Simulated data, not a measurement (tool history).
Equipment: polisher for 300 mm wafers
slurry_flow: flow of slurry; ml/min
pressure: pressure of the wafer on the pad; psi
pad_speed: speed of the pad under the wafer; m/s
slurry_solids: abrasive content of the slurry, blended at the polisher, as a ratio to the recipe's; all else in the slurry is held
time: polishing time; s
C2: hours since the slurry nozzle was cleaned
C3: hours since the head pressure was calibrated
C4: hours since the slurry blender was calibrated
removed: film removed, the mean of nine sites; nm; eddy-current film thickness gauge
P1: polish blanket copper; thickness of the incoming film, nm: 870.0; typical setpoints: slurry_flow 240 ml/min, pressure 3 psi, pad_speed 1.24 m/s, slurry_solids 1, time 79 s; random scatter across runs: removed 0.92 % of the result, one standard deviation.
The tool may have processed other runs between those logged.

run 1 day=0.512 | slurry_flow=240 pressure=3 pad_speed=1.24 slurry_solids=1 time=79 | wafers_polished_on_this_pad=339 C2=269.1 C3=167.7 C4=186.4 | removed=257.45
run 2 day=0.975 | slurry_flow=240 pressure=3 pad_speed=1.24 slurry_solids=1.35 time=79 | wafers_polished_on_this_pad=416 C2=280.2 C3=178.8 C4=197.5 | removed=276.18
run 3 day=1.35 | slurry_flow=145 pressure=3 pad_speed=1.24 slurry_solids=1 time=79 | wafers_polished_on_this_pad=478 C2=289.2 C3=187.8 C4=206.5 | removed=240.49
run 4 day=1.796 | slurry_flow=240 pressure=4.2 pad_speed=1.24 slurry_solids=1 time=79 | wafers_polished_on_this_pad=553 C2=299.9 C3=198.5 C4=217.2 | removed=360.49
run 5 day=2.388 | slurry_flow=240 pressure=3 pad_speed=1.24 slurry_solids=1 time=111 | wafers_polished_on_this_pad=651 C2=314.1 C3=212.7 C4=231.4 | removed=364.63
run 6 day=2.808 | slurry_flow=240 pressure=3.9 pad_speed=1.24 slurry_solids=1.35 time=79 | wafers_polished_on_this_pad=721 C2=324.2 C3=222.8 C4=241.5 | removed=359.97
run 7 day=3.371 | slurry_flow=340 pressure=4.5 pad_speed=1.24 slurry_solids=1 time=79 | wafers_polished_on_this_pad=814 C2=337.7 C3=236.3 C4=255 | removed=405.51
run 8 day=3.888 | slurry_flow=240 pressure=3 pad_speed=1.62 slurry_solids=1 time=79 | wafers_polished_on_this_pad=900 C2=350.1 C3=248.7 C4=267.4 | removed=339.5
run 9 day=4.329 | slurry_flow=240 pressure=3 pad_speed=1.24 slurry_solids=1 time=79 | wafers_polished_on_this_pad=974 C2=360.7 C3=259.3 C4=278 | removed=256.2
run 10 day=4.783 | slurry_flow=240 pressure=3 pad_speed=1.24 slurry_solids=1 time=79 | wafers_polished_on_this_pad=1049 C2=371.6 C3=270.2 C4=288.9 | removed=259.72
run 11 day=5.171 | slurry_flow=240 pressure=3 pad_speed=1.24 slurry_solids=1 time=79 | wafers_polished_on_this_pad=1114 C2=380.9 C3=279.5 C4=298.2 | removed=257.18
run 12 day=5.617 | slurry_flow=240 pressure=3 pad_speed=0.62 slurry_solids=1 time=79 | wafers_polished_on_this_pad=1188 C2=391.6 C3=290.2 C4=308.9 | removed=126.69
run 13 day=5.938 | slurry_flow=240 pressure=3 pad_speed=1.24 slurry_solids=1 time=46 | wafers_polished_on_this_pad=1241 C2=399.3 C3=297.9 C4=316.6 | removed=148.7
run 14 day=6.338 | slurry_flow=240 pressure=3 pad_speed=1.24 slurry_solids=0.55 time=79 | wafers_polished_on_this_pad=1308 C2=408.9 C3=307.5 C4=326.2 | removed=226.68
run 15 day=6.854 | slurry_flow=240 pressure=3 pad_speed=0.68 slurry_solids=1 time=36 | wafers_polished_on_this_pad=1394 C2=421.3 C3=319.9 C4=338.6 | removed=64.113
run 16 day=7.117 | slurry_flow=350 pressure=3 pad_speed=1.24 slurry_solids=1 time=79 | wafers_polished_on_this_pad=1437 C2=427.6 C3=326.2 C4=344.9 | removed=267.79
run 17 day=7.696 | slurry_flow=240 pressure=1.8 pad_speed=1.24 slurry_solids=1 time=79 | wafers_polished_on_this_pad=1534 C2=441.5 C3=340.1 C4=358.8 | removed=154.97
run 18 day=8.067 | slurry_flow=240 pressure=3 pad_speed=1.24 slurry_solids=1 time=79 | wafers_polished_on_this_pad=1595 C2=450.4 C3=349 C4=367.7 | removed=259.09
run 19 day=8.646 | slurry_flow=240 pressure=3 pad_speed=1.24 slurry_solids=1 time=79 | wafers_polished_on_this_pad=1692 C2=464.3 C3=362.9 C4=381.6 | removed=249.6
run 20 day=9.046 | slurry_flow=240 pressure=3 pad_speed=1.24 slurry_solids=1 time=79 | wafers_polished_on_this_pad=1758 C2=473.9 C3=372.5 C4=391.2 | removed=253.65
run 21 day=9.562 | slurry_flow=240 pressure=3 pad_speed=1.24 slurry_solids=1 time=79 | wafers_polished_on_this_pad=1844 C2=486.3 C3=384.9 C4=403.6 | removed=248.61
run 22 day=10.104 | slurry_flow=240 pressure=3 pad_speed=1.24 slurry_solids=1 time=79 | wafers_polished_on_this_pad=1934 C2=499.3 C3=397.9 C4=416.6 | removed=249.62
run 23 day=10.408 | slurry_flow=240 pressure=3 pad_speed=1.24 slurry_solids=1 time=79 | wafers_polished_on_this_pad=1985 C2=506.6 C3=405.2 C4=423.9 | removed=245
-- day=10.433 slurry blender recalibrated
run 24 day=10.896 | slurry_flow=240 pressure=3 pad_speed=1.24 slurry_solids=1 time=79 | wafers_polished_on_this_pad=2066 C2=518.3 C3=416.9 C4=11.2 | removed=245.1
run 25 day=11.45 | slurry_flow=240 pressure=3 pad_speed=1.24 slurry_solids=1 time=79 | wafers_polished_on_this_pad=2158 C2=531.6 C3=430.2 C4=24.5 | removed=241.88
-- day=11.558 worn pad replaced by a new one
run 26 day=11.783 | slurry_flow=240 pressure=3 pad_speed=1.24 slurry_solids=1 time=79 | wafers_polished_on_this_pad=37 C2=539.6 C3=438.2 C4=32.5 | removed=244.89
run 27 day=12.358 | slurry_flow=240 pressure=3 pad_speed=1.24 slurry_solids=1 time=79 | wafers_polished_on_this_pad=133 C2=553.4 C3=452 C4=46.3 | removed=243.92
run 28 day=12.875 | slurry_flow=240 pressure=3 pad_speed=1.24 slurry_solids=1 time=79 | wafers_polished_on_this_pad=219 C2=565.8 C3=464.4 C4=58.7 | removed=241.33
run 29 day=13.362 | slurry_flow=240 pressure=3 pad_speed=1.24 slurry_solids=1 time=79 | wafers_polished_on_this_pad=300 C2=577.5 C3=476.1 C4=70.4 | removed=245.22

What P1 gives has crept off from where it sat before. The 2 causes that follow fit the log equally well, each at the size noted:
A: slurry flow missing at the pad, % = 35.9
B: head's pressure below its setpoint, % = 5.91
The creep began at about day 8.067.
Why every other cause is out:
removal rate lost through wear of the pad, %: its service at day 11.558 followed the start of the drift and did not put the process back to its old value
abrasive missing from the slurry, %: its service at day 10.433 followed the start of the drift and did not put the process back to its old value

You are offered 4 check runs, listed below with question marks in place of their results; each one averages 5 wafers. Which run separates the listed causes by giving clearly different results for each?
run check 1 day=13.85 | slurry_flow=150 pressure=3 pad_speed=1.24 slurry_solids=1 time=79 | removed=?
run check 2 day=13.85 | slurry_flow=240 pressure=2.4 pad_speed=1.24 slurry_solids=1 time=101 | removed=?
run check 3 day=13.85 | slurry_flow=240 pressure=3 pad_speed=1.5 slurry_solids=1.15 time=79 | removed=?
run check 4 day=13.85 | slurry_flow=240 pressure=3 pad_speed=1.24 slurry_solids=1.35 time=79 | removed=?

How each check would come out, cause by cause:
check=check_1 result=removed if_A=220.23 if_B=227.57
check=check_2 result=removed if_A=248.44 if_B=248.41
check=check_3 result=removed if_A=302.84 if_B=302.81
check=check_4 result=removed if_A=259.33 if_B=259.3
Per check, the gap between the least separated pair of causes, taken in the result that splits them most: check 1 3.28 %; check 2 0.01 %; check 3 0.01 %; check 4 0.01 %
Check 1 distinguishes between the causes, while the remaining checks would return nearly the same result for all of them.

Check 1 has now been run. It gave: removed 219.89 nm. Which of the candidate causes is it?

It was cause A: slurry flow missing at the pad, %.
